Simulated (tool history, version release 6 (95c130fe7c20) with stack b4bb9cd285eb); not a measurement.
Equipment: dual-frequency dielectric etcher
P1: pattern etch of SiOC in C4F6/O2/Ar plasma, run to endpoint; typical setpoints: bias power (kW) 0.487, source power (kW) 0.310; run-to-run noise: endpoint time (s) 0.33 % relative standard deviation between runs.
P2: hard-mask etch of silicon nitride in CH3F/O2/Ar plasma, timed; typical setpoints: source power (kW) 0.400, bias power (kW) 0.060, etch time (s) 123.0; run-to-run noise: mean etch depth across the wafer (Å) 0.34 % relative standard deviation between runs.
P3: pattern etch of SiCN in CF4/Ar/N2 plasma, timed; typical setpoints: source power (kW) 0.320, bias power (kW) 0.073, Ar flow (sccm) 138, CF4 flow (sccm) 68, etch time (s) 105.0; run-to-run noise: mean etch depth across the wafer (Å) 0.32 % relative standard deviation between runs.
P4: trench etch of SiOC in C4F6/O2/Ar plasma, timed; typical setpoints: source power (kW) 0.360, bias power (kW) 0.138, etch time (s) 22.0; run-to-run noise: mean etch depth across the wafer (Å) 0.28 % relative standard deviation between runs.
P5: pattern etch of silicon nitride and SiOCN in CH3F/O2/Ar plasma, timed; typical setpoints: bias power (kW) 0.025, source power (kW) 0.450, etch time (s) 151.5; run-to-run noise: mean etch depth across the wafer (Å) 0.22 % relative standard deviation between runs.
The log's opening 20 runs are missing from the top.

run,day,process that ran,bias power (kW),source power (kW),Ar flow (sccm),CF4 flow (sccm),etch time (s),endpoint time (s),mean etch depth across the wafer (Å)
21,11.883,P4,0.138,0.360,,,32.5,,614.10
22,12.267,P4,0.193,0.360,,,22.0,,463.46
23,12.679,P1,0.622,0.260,,,,11.668,
24,13.204,P2,0.084,0.400,,,123.0,,921.60
25,13.650,P1,0.487,0.430,,,,10.612,
26,14.083,P1,0.487,0.310,,,,11.888,
27,14.533,P1,0.650,0.310,,,,10.744,
28,15.017,P1,0.394,0.310,,,,12.931,
29,15.679,P1,0.487,0.190,,,,14.314,
30,16.262,P5,0.025,0.550,,,151.5,,240.40
31,16.675,P1,0.487,0.310,,,,11.933,
32,17.167,P1,0.487,0.310,,,,12.009,
33,17.738,P1,0.487,0.310,,,,12.003,
34,18.142,P1,0.487,0.310,,,,12.035,

Expected results for the next run?
# day 18.450: wet clean of the chamber
35,18.658,P1,0.487,0.310,,,,?,

Run 35 produced endpoint time (s) 12.118.
